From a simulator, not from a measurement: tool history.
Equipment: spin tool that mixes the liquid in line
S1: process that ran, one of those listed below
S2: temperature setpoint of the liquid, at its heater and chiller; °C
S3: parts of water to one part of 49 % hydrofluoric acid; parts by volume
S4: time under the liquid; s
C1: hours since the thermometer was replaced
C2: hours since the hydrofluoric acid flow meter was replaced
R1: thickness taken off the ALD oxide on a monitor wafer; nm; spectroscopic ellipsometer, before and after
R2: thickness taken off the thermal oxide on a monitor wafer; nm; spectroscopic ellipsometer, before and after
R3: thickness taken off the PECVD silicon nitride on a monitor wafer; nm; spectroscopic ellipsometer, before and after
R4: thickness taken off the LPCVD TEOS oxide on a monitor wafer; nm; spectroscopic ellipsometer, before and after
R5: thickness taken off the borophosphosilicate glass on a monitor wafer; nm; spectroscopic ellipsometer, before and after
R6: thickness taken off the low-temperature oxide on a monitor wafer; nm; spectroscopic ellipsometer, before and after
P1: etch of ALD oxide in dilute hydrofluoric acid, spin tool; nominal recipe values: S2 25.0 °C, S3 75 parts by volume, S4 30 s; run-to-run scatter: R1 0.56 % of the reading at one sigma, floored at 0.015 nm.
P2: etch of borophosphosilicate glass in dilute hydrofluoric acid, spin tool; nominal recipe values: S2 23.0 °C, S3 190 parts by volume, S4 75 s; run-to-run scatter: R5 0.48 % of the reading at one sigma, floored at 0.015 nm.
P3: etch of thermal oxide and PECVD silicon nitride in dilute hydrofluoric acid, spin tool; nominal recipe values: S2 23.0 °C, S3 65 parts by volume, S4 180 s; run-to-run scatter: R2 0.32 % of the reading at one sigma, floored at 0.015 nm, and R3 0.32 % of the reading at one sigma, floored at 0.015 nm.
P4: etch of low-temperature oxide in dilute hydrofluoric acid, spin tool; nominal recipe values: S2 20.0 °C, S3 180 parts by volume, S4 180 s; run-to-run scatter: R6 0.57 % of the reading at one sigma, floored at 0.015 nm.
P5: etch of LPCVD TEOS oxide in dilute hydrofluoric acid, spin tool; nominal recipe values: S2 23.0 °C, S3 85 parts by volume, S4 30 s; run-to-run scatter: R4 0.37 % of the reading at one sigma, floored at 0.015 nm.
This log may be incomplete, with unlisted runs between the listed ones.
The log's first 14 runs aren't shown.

run 15 day=6.588 | S1=P4 S2=20.0 S3=180 S4=20 | C1=42.6 C2=711.8 | R6=1.1317
run 16 day=6.967 | S1=P5 S2=23.0 S3=85 S4=50 | C1=51.7 C2=720.9 | R4=33.078
run 17 day=7.283 | S1=P1 S2=25.0 S3=75 S4=30 | C1=59.3 C2=728.5 | R1=11.7250
run 18 day=7.721 | S1=P1 S2=21.5 S3=75 S4=50 | C1=69.8 C2=739.0 | R1=17.0530
run 19 day=8.188 | S1=P4 S2=20.0 S3=295 S4=180 | C1=81.0 C2=750.2 | R6=5.4868
run 20 day=8.646 | S1=P4 S2=20.0 S3=180 S4=180 | C1=92.0 C2=761.2 | R6=10.1530
run 21 day=9.004 | S1=P1 S2=25.0 S3=35 S4=30 | C1=100.6 C2=769.8 | R1=26.3200
run 22 day=9.454 | S1=P5 S2=23.0 S3=45 S4=30 | C1=111.4 C2=780.6 | R4=39.587
run 23 day=10.092 | S1=P1 S2=25.0 S3=75 S4=55 | C1=126.7 C2=795.9 | R1=21.4530
run 24 day=10.562 | S1=P1 S2=17.5 S3=75 S4=30 | C1=138.0 C2=807.2 | R1=8.5369
run 25 day=11.175 | S1=P1 S2=25.0 S3=75 S4=30 | C1=152.7 C2=821.9 | R1=11.5750
run 26 day=11.483 | S1=P1 S2=25.0 S3=75 S4=30 | C1=160.1 C2=829.3 | R1=11.6600
run 27 day=11.858 | S1=P4 S2=20.0 S3=180 S4=180 | C1=169.1 C2=838.3 | R6=10.1390
run 28 day=12.504 | S1=P3 S2=23.0 S3=65 S4=180 | C1=184.6 C2=853.8 | R2=12.1580 R3=10.3920
run 29 day=12.921 | S1=P2 S2=23.0 S3=190 S4=75 | C1=194.6 C2=863.8 | R5=13.7130
run 30 day=13.467 | S1=P2 S2=23.0 S3=110 S4=75 | C1=207.7 C2=876.9 | R5=26.0360
run 31 day=13.896 | S1=P1 S2=32.5 S3=75 S4=30 | C1=218.0 C2=887.2 | R1=15.7070

What does the tool deliver on the next run?
run 32 day=14.404 | S1=P1 S2=25.0 S3=75 S4=30 | C1=230.2 C2=899.4 | R1=?

{"run 32": {"R1": 11.779}}

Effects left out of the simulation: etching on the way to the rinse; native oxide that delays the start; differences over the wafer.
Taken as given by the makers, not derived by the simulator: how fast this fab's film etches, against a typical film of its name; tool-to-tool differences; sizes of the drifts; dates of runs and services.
